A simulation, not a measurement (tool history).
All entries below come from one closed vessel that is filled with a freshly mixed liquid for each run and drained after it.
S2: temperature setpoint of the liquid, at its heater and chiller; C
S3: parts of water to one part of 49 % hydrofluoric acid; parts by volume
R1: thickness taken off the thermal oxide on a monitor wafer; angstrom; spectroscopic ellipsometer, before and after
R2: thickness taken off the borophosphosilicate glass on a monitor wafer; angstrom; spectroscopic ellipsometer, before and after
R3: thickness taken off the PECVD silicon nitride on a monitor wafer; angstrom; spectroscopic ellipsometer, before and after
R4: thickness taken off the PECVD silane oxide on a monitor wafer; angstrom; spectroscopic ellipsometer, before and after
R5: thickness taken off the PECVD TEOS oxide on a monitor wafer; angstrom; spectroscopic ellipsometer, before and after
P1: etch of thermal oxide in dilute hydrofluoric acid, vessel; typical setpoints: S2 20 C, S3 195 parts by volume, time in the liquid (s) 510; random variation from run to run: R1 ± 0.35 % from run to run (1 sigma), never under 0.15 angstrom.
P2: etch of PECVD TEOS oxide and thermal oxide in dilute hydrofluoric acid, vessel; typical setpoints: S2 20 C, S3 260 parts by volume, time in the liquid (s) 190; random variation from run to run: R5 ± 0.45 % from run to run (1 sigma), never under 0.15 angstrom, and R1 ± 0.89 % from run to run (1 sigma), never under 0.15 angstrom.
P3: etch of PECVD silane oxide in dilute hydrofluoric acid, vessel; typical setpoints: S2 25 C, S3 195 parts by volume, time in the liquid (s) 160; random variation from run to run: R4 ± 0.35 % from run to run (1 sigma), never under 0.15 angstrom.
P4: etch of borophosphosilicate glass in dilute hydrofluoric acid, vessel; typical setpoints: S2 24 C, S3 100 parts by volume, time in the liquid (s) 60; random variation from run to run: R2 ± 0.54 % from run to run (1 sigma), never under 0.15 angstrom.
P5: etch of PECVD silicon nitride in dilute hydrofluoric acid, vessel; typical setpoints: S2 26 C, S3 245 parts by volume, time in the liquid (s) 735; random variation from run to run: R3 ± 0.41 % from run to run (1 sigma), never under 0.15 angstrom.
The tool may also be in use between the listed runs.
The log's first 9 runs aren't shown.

{"run": 10, "hour": 44.9, "process that ran": "P1", "S2": 20, "S3": 195, "time in the liquid (s)": 510, "R1": 95.063}
{"run": 11, "hour": 47.9, "process that ran": "P4", "S2": 24, "S3": 100, "time in the liquid (s)": 60, "R2": 343.72}
{"run": 12, "hour": 54.0, "process that ran": "P2", "S2": 20, "S3": 165, "time in the liquid (s)": 190, "R1": 43.66, "R5": 128.38}
{"run": 13, "hour": 59.9, "process that ran": "P3", "S2": 25, "S3": 195, "time in the liquid (s)": 160, "R4": 197.55}
{"run": 14, "hour": 65.9, "process that ran": "P5", "S2": 26, "S3": 365, "time in the liquid (s)": 735, "R3": 38.634}
{"run": 15, "hour": 70.2, "process that ran": "P1", "S2": 20, "S3": 55, "time in the liquid (s)": 510, "R1": 393.59}
{"run": 16, "hour": 76.5, "process that ran": "P1", "S2": 20, "S3": 325, "time in the liquid (s)": 510, "R1": 50.788}
{"run": 17, "hour": 81.1, "process that ran": "P2", "S2": 20, "S3": 260, "time in the liquid (s)": 190, "R1": 25.512, "R5": 74.304}
{"run": 18, "hour": 84.1, "process that ran": "P4", "S2": 24, "S3": 170, "time in the liquid (s)": 60, "R2": 186.75}
{"run": 19, "hour": 89.6, "process that ran": "P1", "S2": 20, "S3": 195, "time in the liquid (s)": 510, "R1": 95.345}
{"run": 20, "hour": 94.7, "process that ran": "P1", "S2": 20, "S3": 195, "time in the liquid (s)": 510, "R1": 96.208}
{"run": 21, "hour": 100.7, "process that ran": "P1", "S2": 17, "S3": 90, "time in the liquid (s)": 510, "R1": 203.13}
{"run": 22, "hour": 103.7, "process that ran": "P1", "S2": 25, "S3": 195, "time in the liquid (s)": 510, "R1": 114.81}
{"run": 23, "hour": 110.2, "process that ran": "P4", "S2": 24, "S3": 100, "time in the liquid (s)": 60, "R2": 342.3}
{"run": 24, "hour": 113.3, "process that ran": "P2", "S2": 20, "S3": 260, "time in the liquid (s)": 290, "R1": 39.178, "R5": 113.55}
{"hour": 114.3, "done": "hydrofluoric acid flow meter replaced"}
{"run": 25, "hour": 116.2, "process that ran": "P1", "S2": 20, "S3": 195, "time in the liquid (s)": 165, "R1": 30.691}
{"run": 26, "hour": 122.3, "process that ran": "P1", "S2": 20, "S3": 195, "time in the liquid (s)": 510, "R1": 95.42}
{"run": 27, "hour": 127.6, "process that ran": "P3", "S2": 21, "S3": 195, "time in the liquid (s)": 160, "R4": 169.93}
{"run": 28, "hour": 131.3, "process that ran": "P1", "S2": 20, "S3": 335, "time in the liquid (s)": 855, "R1": 81.879}
{"run": 29, "hour": 134.9, "process that ran": "P1", "S2": 20, "S3": 195, "time in the liquid (s)": 995, "R1": 185.89}
{"run": 30, "hour": 139.6, "process that ran": "P3", "S2": 25, "S3": 195, "time in the liquid (s)": 160, "R4": 197.56}
{"run": 31, "hour": 143.1, "process that ran": "P2", "S2": 17, "S3": 260, "time in the liquid (s)": 190, "R1": 22.938, "R5": 65.833}

Forecast run 32:
{"run": 32, "hour": 146.3, "process that ran": "P3", "S2": 25, "S3": 195, "time in the liquid (s)": 30, "R4": "?"}

{"run 32": {"R4": 36.908}}
